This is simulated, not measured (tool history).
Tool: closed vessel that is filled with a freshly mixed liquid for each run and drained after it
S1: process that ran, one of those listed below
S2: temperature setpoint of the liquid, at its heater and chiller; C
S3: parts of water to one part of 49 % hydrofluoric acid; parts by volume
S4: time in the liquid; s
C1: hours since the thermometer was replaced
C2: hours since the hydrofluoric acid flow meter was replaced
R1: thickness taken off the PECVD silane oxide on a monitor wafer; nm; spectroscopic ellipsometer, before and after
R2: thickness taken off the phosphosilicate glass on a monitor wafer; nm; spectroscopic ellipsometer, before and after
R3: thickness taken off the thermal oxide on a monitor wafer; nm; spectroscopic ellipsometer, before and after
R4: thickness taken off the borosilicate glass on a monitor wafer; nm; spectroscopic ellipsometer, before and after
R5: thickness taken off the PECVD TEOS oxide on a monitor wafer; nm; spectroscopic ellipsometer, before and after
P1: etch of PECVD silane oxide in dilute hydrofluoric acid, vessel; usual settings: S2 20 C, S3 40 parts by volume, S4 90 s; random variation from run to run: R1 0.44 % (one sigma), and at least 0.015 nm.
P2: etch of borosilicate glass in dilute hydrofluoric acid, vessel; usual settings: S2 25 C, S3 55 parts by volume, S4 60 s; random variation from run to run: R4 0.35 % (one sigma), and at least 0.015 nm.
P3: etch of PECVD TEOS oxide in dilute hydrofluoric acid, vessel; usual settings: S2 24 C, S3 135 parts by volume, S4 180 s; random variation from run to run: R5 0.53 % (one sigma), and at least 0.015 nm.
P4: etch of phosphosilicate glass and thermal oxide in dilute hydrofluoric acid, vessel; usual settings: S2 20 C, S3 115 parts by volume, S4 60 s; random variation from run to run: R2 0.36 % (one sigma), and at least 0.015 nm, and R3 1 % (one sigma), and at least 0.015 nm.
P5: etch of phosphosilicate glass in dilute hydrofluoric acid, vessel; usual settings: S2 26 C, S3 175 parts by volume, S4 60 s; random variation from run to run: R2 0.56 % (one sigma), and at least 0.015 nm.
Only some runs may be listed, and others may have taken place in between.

Run 1, day 0.204: S1 P1, S2 20 C, S3 40 parts by volume, S4 90 s; C1 737.9; C2 1066. Result: R1 31.985 nm.
Run 2, day 0.383: S1 P5, S2 26 C, S3 265 parts by volume, S4 60 s; C1 742.2; C2 1070.3. Result: R2 35.786 nm.
Run 3, day 0.529: S1 P1, S2 20 C, S3 40 parts by volume, S4 30 s; C1 745.7; C2 1073.8. Result: R1 10.587 nm.
Run 4, day 0.717: S1 P1, S2 26 C, S3 40 parts by volume, S4 30 s; C1 750.2; C2 1078.3. Result: R1 13.754 nm.
Run 5, day 0.996: S1 P5, S2 32.5 C, S3 175 parts by volume, S4 60 s; C1 756.9; C2 1085. Result: R2 75.141 nm.
Run 6, day 1.188: S1 P4, S2 20 C, S3 115 parts by volume, S4 60 s; C1 761.5; C2 1089.6. Result: R2 61.777 nm, R3 2.2264 nm.
Run 7, day 1.408: S1 P2, S2 25 C, S3 55 parts by volume, S4 105 s; C1 766.8; C2 1094.9. Result: R4 74.08 nm.
Run 8, day 1.617: S1 P3, S2 24 C, S3 135 parts by volume, S4 340 s; C1 771.8; C2 1099.9. Result: R5 39.404 nm.
At day 1.888: thermometer replaced.
Run 9, day 1.892: S1 P5, S2 26 C, S3 175 parts by volume, S4 60 s; C1 0.1; C2 1106.5. Result: R2 59.535 nm.
Run 10, day 2.133: S1 P1, S2 20 C, S3 40 parts by volume, S4 135 s; C1 5.9; C2 1112.3. Result: R1 47.603 nm.
Run 11, day 2.304: S1 P3, S2 24 C, S3 135 parts by volume, S4 180 s; C1 10; C2 1116.4. Result: R5 21.049 nm.
Run 12, day 2.512: S1 P1, S2 27 C, S3 40 parts by volume, S4 90 s; C1 15; C2 1121.4. Result: R1 42.379 nm.
Run 13, day 2.779: S1 P1, S2 20 C, S3 40 parts by volume, S4 90 s; C1 21.4; C2 1127.8. Result: R1 31.892 nm.
Run 14, day 2.946: S1 P1, S2 26 C, S3 40 parts by volume, S4 130 s; C1 25.4; C2 1131.8. Result: R1 59.304 nm.
Run 15, day 3.121: S1 P3, S2 24 C, S3 20 parts by volume, S4 180 s; C1 29.6; C2 1136. Result: R5 163.13 nm.
Run 16, day 3.275: S1 P2, S2 25 C, S3 25 parts by volume, S4 60 s; C1 33.3; C2 1139.7. Result: R4 96.936 nm.
Run 17, day 3.562: S1 P2, S2 17 C, S3 55 parts by volume, S4 60 s; C1 40.2; C2 1146.6. Result: R4 30.224 nm.
Run 18, day 3.771: S1 P3, S2 24 C, S3 135 parts by volume, S4 180 s; C1 45.2; C2 1151.6. Result: R5 20.653 nm.
Run 19, day 4.029: S1 P4, S2 20 C, S3 50 parts by volume, S4 60 s; C1 51.4; C2 1157.8. Result: R2 153.58 nm, R3 5.4214 nm.
Run 20, day 4.196: S1 P5, S2 26 C, S3 175 parts by volume, S4 90 s; C1 55.4; C2 1161.8. Result: R2 88.524 nm.
Run 21, day 4.358: S1 P1, S2 20 C, S3 40 parts by volume, S4 90 s; C1 59.3; C2 1165.7. Result: R1 31.847 nm.
Run 22, day 4.646: S1 P1, S2 17 C, S3 40 parts by volume, S4 90 s; C1 66.2; C2 1172.6. Result: R1 27.851 nm.
Run 23, day 4.779: S1 P1, S2 20 C, S3 40 parts by volume, S4 90 s; C1 69.4; C2 1175.8. Result: R1 31.879 nm.
Run 24, day 4.912: S1 P4, S2 20 C, S3 115 parts by volume, S4 60 s; C1 72.6; C2 1179. Result: R2 62.078 nm, R3 2.1556 nm.
Run 25, day 5.162: S1 P1, S2 20 C, S3 20 parts by volume, S4 170 s; C1 78.6; C2 1185. Result: R1 123.44 nm.

Expected results for the next run?
Run 26, day 5.388: S1 P4, S2 20 C, S3 115 parts by volume, S4 110 s; C1 84; C2 1190.4. Result: R2 ?, R3 ?.

{"run 26": {"R2": 113.65, "R3": 4.024}}

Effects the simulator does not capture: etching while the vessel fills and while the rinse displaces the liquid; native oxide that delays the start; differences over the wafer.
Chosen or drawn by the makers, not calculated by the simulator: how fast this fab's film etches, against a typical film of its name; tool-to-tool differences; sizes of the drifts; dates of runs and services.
